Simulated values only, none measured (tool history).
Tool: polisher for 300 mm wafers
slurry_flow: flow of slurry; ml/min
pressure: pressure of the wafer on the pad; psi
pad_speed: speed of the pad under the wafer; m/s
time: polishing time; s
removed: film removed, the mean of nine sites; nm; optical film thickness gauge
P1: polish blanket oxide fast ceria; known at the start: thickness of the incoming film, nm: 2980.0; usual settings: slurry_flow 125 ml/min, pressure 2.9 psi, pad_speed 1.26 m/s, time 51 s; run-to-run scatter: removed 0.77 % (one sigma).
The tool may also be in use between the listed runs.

run     day  slurry_flow  pressure  pad_speed  time  removed
  1   0.462          125       2.9       1.26    51  1174.90
  2   0.800          125       2.9       2.00    51  1898.50
  3   1.212          125       2.9       0.82    51   761.83
  4   1.812          125       2.9       1.26    51  1192.20
  5   2.371          125       1.8       1.26    51   727.50
  6   2.879          190       2.9       1.26    51  1283.40
  7   3.179          125       2.9       1.26    23   536.20
  8   3.600          125       2.9       1.26    51  1188.00
      3.712  -- head pressure recalibrated
  9   4.212          170       4.1       1.26    51  1776.90
 10   4.671          125       2.9       1.26    51  1165.80
 11   5.212          125       2.9       1.26    51  1190.30
 12   5.688           75       2.9       1.26    51  1026.70
 13   6.012          125       4.1       1.26    51  1688.90
 14   6.329          125       2.9       1.26    73  1690.90
 15   6.658          125       2.9       1.26    51  1188.50
 16   7.262          125       2.9       1.26    51  1136.10
 17   7.621          125       2.9       1.26    51  1152.50
 18   7.921          125       2.9       1.26    51  1128.90
 19   8.438          125       2.9       1.26    51  1110.70
 20   9.008          125       2.9       1.26    51  1077.00
 21   9.483          125       2.9       1.26    51  1085.30
 22   9.854          125       2.9       1.26    51  1100.40
      9.954  -- worn pad replaced by a new one
 23  10.183          125       2.9       1.26    51  1081.40
 24  10.792          125       2.9       1.26    51  1077.90
 25  11.408          125       2.9       1.26    51  1077.90
 26  11.904          125       2.9       1.26    51  1062.30

What P1 gives has crept away from where it was. These 2 causes fit the log equally well, each at the size given:
A: head's pressure below its setpoint, % = 9.32
B: slurry flow missing at the pad, % = 32.8
The creep began at about day 6.658.
Why every other cause is out:
removal rate lost through wear of the pad, %: serviced at day 9.954, which brought nothing back

4 check runs are offered, each on 5 wafers whose results are averaged, their results left as question marks. Which one tells the causes apart?
check 1  12.400          125       2.9       1.66    51        ?
check 2  12.400          175       2.9       1.26    62        ?
check 3  12.400          125       2.9       1.26    30        ?
check 4  12.400          125       2.9       1.56    51        ?

What each check would give under each cause:
  check   result     if A     if B
check 1  removed  1418.80  1419.10
check 2  removed  1389.10  1425.30
check 3  removed   633.48   633.60
check 4  removed  1333.30  1333.60
How far apart the two closest causes lie, in the result that separates them most: check 1 0.02 %; check 2 2.58 %; check 3 0.02 %; check 4 0.02 %
Check 2 tells the causes apart: in the others they would give nearly the same result.

Check 2 was then run and gave: removed 1390.30 nm. Which cause is it?

It is A: head's pressure below its setpoint, %.

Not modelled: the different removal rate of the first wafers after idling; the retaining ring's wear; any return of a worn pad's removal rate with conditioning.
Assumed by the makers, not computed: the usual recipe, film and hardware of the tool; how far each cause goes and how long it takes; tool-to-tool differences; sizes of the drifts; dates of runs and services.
